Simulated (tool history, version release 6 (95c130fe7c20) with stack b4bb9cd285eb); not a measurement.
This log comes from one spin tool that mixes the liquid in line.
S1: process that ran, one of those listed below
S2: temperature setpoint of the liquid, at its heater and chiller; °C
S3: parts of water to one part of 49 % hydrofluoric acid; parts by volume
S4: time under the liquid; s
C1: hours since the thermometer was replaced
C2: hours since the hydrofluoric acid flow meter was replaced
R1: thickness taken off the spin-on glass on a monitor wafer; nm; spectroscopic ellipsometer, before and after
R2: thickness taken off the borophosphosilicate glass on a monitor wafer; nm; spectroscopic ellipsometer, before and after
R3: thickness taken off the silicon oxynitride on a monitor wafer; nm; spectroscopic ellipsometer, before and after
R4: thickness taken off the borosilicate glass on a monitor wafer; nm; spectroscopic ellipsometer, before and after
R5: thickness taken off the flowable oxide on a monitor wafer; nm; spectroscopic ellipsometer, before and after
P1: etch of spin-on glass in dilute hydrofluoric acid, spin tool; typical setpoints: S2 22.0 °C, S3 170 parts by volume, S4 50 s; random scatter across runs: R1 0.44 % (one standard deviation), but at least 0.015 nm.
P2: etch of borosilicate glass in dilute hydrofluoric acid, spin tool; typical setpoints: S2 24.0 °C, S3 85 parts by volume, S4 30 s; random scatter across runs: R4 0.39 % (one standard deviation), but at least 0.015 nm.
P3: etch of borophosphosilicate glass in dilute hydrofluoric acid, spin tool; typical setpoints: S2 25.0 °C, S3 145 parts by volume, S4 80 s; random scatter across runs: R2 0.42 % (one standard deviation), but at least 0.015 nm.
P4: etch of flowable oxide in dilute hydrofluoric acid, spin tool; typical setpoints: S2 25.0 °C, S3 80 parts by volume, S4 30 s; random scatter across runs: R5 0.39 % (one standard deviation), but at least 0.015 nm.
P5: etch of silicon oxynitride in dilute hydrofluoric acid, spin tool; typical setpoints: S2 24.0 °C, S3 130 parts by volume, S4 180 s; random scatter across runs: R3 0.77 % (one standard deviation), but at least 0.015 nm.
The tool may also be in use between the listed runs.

run   hour  S1    S2   S3   S4     C1     C2       R1       R2       R3       R4      R5
  1    9.3  P1  22.0  170   50  246.7  187.4  12.5330
  2   15.9  P1  22.0  170   90  253.3  194.0  22.3790
  3   25.1  P1  22.0  170   50  262.5  203.2  12.4750
  4   35.8  P1  22.0  275   75  273.2  213.9  10.4050
  5   44.1  P3  25.0  145   80  281.5  222.2           21.4790
  6   50.8  P3  25.0  145   15  288.2  228.9            4.0253
  7   60.6  P5  24.0   30  180  298.0  238.7                    15.2220
  8   65.9  P1  22.0  170   50  303.3  244.0  12.3780
  9   71.6  P2  32.0   85   30  309.0  249.7                             12.2090
 10   81.7  P2  24.0   45   30  319.1  259.8                             17.7150
 11   91.7  P5  24.0  130  360  329.1  269.8                     6.3855
 12   98.7  P1  18.0  170   30  336.1  276.8   6.4149
 13  105.9  P3  30.0  145   80  343.3  284.0           25.7960
 14  112.0  P1  22.0   60   50  349.4  290.1  39.9340
 15  122.6  P4  30.0   80   30  360.0  300.7                                      32.519
 16  129.2  P1  22.0  110   90  366.6  307.3  37.0400
 17  136.6  P2  24.0   85   30  374.0  314.7                              8.9708
 18  143.2  P4  25.0   80   60  380.6  321.3                                      53.580
 19  151.9  P1  29.5  170   50  389.3  330.0  16.4620
 20  161.6  P1  22.0  170   50  399.0  339.7  12.4490
 21  168.7  P5  24.0  130  180  406.1  346.8                     3.2024
 22  175.1  P1  22.0  170   15  412.5  353.2   3.7200
 23  183.2  P1  22.0  285   50  420.6  361.3   6.6828
 24  188.3  P4  25.0   50   30  425.7  366.4                                      44.911
 25  198.5  P5  17.0  130  180  435.9  376.6                     2.2761
 26  208.1  P1  17.0  170   50  445.5  386.2  10.2010
 27  215.2  P3  25.0  145   80  452.6  393.3           21.4150
 28  220.2  P2  24.0   85   55  457.6  398.3                             16.4050
 29  230.5  P1  22.0  170   50  467.9  408.6  12.4390
 30  240.7  P4  25.0   80   30  478.1  418.8                                      26.926
 31  246.4  P3  25.0   80   80  483.8  424.5           42.0080
 32  256.5  P1  22.0  170   50  493.9  434.6  12.5660
 33  262.3  P1  22.0  170   50  499.7  440.4  11.9850
 34  268.9  P1  22.0  170   50  506.3  447.0  11.8450
 35  278.1  P1  22.0  170   50  515.5  456.2  11.6400
 36  284.3  P1  22.0  170   50  521.7  462.4  11.5480
 37  293.8  P1  22.0  170   50  531.2  471.9  11.6060
 38  301.2  P1  22.0  170   50  538.6  479.3  11.5930

What P1 gives has crept away from where it was. These 2 causes fit the log equally well, each at the size given:
A: liquid colder than its thermometer reads (K) = 2.05
B: hydrofluoric acid flow below the setpoint (%) = 6.48
The onset of the drift is placed at about hour 256.5.

4 check runs are offered, each on 5 wafers whose results are averaged, their results left as question marks. Which one tells the causes apart?
check 1  308.6  P3  28.5  145   15               ?
check 2  308.6  P2  29.5   85   45                       ?
check 3  308.6  P4  29.5   80   40                           ?
check 4  308.6  P5  24.0   50  335                   ?

Expected result of each check under each candidate cause:
  check  result     if A     if B
check 1      R2   4.2525   4.2363
check 2      R4  15.3940  15.4490
check 3      R5   39.517   39.689
check 4      R3  14.9430  15.4140
How far apart the two closest causes lie, in the result that separates them most: check 1 0.38 %; check 2 0.36 %; check 3 0.44 %; check 4 3.11 %
Only in check 4 would the causes give clearly different results; in the remaining checks their results would be nearly the same.

Check 4 has now been run. It gave: R3 14.9880 nm. Which of the candidate causes is it?

A is the cause: liquid colder than its thermometer reads (K).

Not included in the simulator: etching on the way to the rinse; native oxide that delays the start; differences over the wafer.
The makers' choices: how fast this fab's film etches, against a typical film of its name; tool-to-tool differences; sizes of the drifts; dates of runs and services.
